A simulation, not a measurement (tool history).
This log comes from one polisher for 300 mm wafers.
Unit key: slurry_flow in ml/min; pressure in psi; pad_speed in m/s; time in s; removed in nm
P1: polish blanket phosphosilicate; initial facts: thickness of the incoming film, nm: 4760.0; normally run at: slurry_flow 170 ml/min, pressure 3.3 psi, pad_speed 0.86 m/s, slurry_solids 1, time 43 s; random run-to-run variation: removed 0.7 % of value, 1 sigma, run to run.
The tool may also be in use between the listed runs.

| run | hour | slurry_flow | pressure | pad_speed | slurry_solids | time | wafers polished on this pad | hours since the slurry nozzle was cleaned | hours since the head pressure was calibrated | hours since the slurry blender was calibrated | hours since the conditioning disc was replaced | removed |
|---|---|---|---|---|---|---|---|---|---|---|---|---|
| 1 | 11.3 | 170 | 3.3 | 0.86 | 1 | 43 | 735 | 518.2 | 165.5 | 117.8 | 370.5 | 285.78 |
| 2 | 20.2 | 170 | 3.3 | 0.86 | 1 | 62 | 840 | 527.1 | 174.4 | 126.7 | 379.4 | 412.12 |
| 3 | 31.3 | 170 | 3.3 | 0.86 | 1 | 43 | 971 | 538.2 | 185.5 | 137.8 | 390.5 | 288.55 |
| 4 | 38.1 | 260 | 3.3 | 0.86 | 1 | 43 | 1052 | 545 | 192.3 | 144.6 | 397.3 | 304.47 |
| 5 | 47 | 170 | 5.3 | 0.86 | 1 | 43 | 1157 | 553.9 | 201.2 | 153.5 | 406.2 | 464.03 |
| 6 | 58.9 | 100 | 3.3 | 0.86 | 0.55 | 43 | 1298 | 565.8 | 213.1 | 165.4 | 418.1 | 190.12 |
| 7 | 71.2 | 170 | 3.3 | 0.86 | 1.45 | 43 | 1444 | 578.1 | 225.4 | 177.7 | 430.4 | 333.99 |
| 8 | 77.5 | 170 | 3.3 | 0.86 | 1 | 30 | 1518 | 584.4 | 231.7 | 184 | 436.7 | 203.36 |
| 9 | 87.9 | 170 | 3.3 | 0.86 | 1 | 43 | 1641 | 594.8 | 242.1 | 194.4 | 447.1 | 287.34 |
| 10 | 100.3 | 100 | 3.3 | 0.86 | 1 | 43 | 1788 | 607.2 | 254.5 | 206.8 | 459.5 | 258.66 |
| 11 | 113 | 170 | 3.3 | 1.32 | 1 | 43 | 1938 | 619.9 | 267.2 | 219.5 | 472.2 | 406.19 |
| 12 | 119.9 | 100 | 3.3 | 0.86 | 0.7 | 43 | 2020 | 626.8 | 274.1 | 226.4 | 479.1 | 218.08 |
| 13 | 130.3 | 170 | 1.5 | 0.86 | 1 | 43 | 2143 | 637.2 | 284.5 | 236.8 | 489.5 | 131.48 |
|  | 138.4 | conditioning disc replaced and pad reconditioned |
| 14 | 141.4 | 170 | 3.3 | 0.56 | 1 | 43 | 2274 | 648.3 | 295.6 | 247.9 | 3.1 | 204.73 |
| 15 | 151.3 | 170 | 3.3 | 0.86 | 1 | 43 | 2392 | 658.2 | 305.5 | 257.8 | 13 | 290.63 |
| 16 | 158.5 | 170 | 3.3 | 0.86 | 0.5 | 43 | 2477 | 665.4 | 312.7 | 265 | 20.2 | 198.7 |
| 17 | 167.8 | 170 | 3.3 | 0.86 | 1 | 43 | 2587 | 674.7 | 322 | 274.3 | 29.5 | 292.06 |
| 18 | 179.2 | 170 | 3.3 | 0.86 | 1 | 43 | 2722 | 686.1 | 333.4 | 285.7 | 40.9 | 291.42 |
| 19 | 191.1 | 170 | 3.3 | 0.86 | 1 | 43 | 2863 | 698 | 345.3 | 297.6 | 52.8 | 288.26 |
| 20 | 198.2 | 170 | 3.3 | 0.86 | 1 | 43 | 2947 | 705.1 | 352.4 | 304.7 | 59.9 | 279.66 |
| 21 | 208.3 | 170 | 3.3 | 0.86 | 1 | 43 | 3066 | 715.2 | 362.5 | 314.8 | 70 | 272.77 |
| 22 | 215 | 170 | 3.3 | 0.86 | 1 | 43 | 3145 | 721.9 | 369.2 | 321.5 | 76.7 | 265.93 |
| 23 | 221.6 | 170 | 3.3 | 0.86 | 1 | 43 | 3224 | 728.5 | 375.8 | 328.1 | 83.3 | 262.64 |
| 24 | 229.9 | 170 | 3.3 | 0.86 | 1 | 43 | 3322 | 736.8 | 384.1 | 336.4 | 91.6 | 259.99 |
|  | 235.1 | conditioning disc replaced and pad reconditioned |
| 25 | 241.6 | 170 | 3.3 | 0.86 | 1 | 43 | 3460 | 748.5 | 395.8 | 348.1 | 6.5 | 252.82 |
| 26 | 249.4 | 170 | 3.3 | 0.86 | 1 | 43 | 3553 | 756.3 | 403.6 | 355.9 | 14.3 | 254.24 |
| 27 | 259.2 | 170 | 3.3 | 0.86 | 1 | 43 | 3669 | 766.1 | 413.4 | 365.7 | 24.1 | 253.72 |
|  | 263.2 | slurry nozzle cleaned |
|  | 264.6 | head pressure recalibrated |
| 28 | 272.5 | 170 | 3.3 | 0.86 | 1 | 43 | 3826 | 9.3 | 7.9 | 379 | 37.4 | 249.64 |
| 29 | 286 | 170 | 3.3 | 0.86 | 1 | 43 | 3986 | 22.8 | 21.4 | 392.5 | 50.9 | 251.08 |
| 30 | 294.2 | 170 | 3.3 | 0.86 | 1 | 43 | 4083 | 31 | 29.6 | 400.7 | 59.1 | 248.39 |

Something has made what P1 gives creep away from where it was; the 2 causes below, each at its own stated size, fit the log equally well:
A: abrasive missing from the slurry, % = 25.2
B: removal rate lost through wear of the pad, % = 13.3
The gradual shift began around hour 191.1.
What rules out each remaining cause:
slurry flow missing at the pad, %: work on it at hour 263.2, done after the drift set in, did not restore what the process gave before
head's pressure below its setpoint, %: work on it at hour 264.6, done after the drift set in, did not restore what the process gave before
time polished since the conditioner stopped cutting, s: work on it at hour 235.1, done after the drift set in, did not restore what the process gave before

4 check runs are offered, each on 3 wafers whose results are averaged, their results left as question marks. Which one tells the causes apart?
| check 1 | 302.4 | 245 | 3.3 | 1.32 | 1 | 43 |  |  |  |  |  | ? |
| check 2 | 302.4 | 170 | 3.3 | 0.86 | 0.65 | 43 |  |  |  |  |  | ? |
| check 3 | 302.4 | 170 | 4.7 | 0.86 | 1 | 33 |  |  |  |  |  | ? |
| check 4 | 302.4 | 170 | 2.5 | 0.86 | 1 | 43 |  |  |  |  |  | ? |

If the cause were each of the candidates in turn, the checks would give the following:
| check | result | if A | if B |
|---|---|---|---|
| check 1 | removed | 369.76 | 369.67 |
| check 2 | removed | 195.01 | 201.08 |
| check 3 | removed | 273.64 | 273.58 |
| check 4 | removed | 189.66 | 189.62 |
Distance between the nearest two causes, measured in the result of the check that separates them most: check 1 0.02 %; check 2 3.06 %; check 3 0.02 %; check 4 0.02 %
Check 2 distinguishes between the causes, while the remaining checks would return nearly the same result for all of them.

Running check 2 produced the following: removed 195.34 nm. Which one of the listed causes fits?

A is the cause: abrasive missing from the slurry, %.
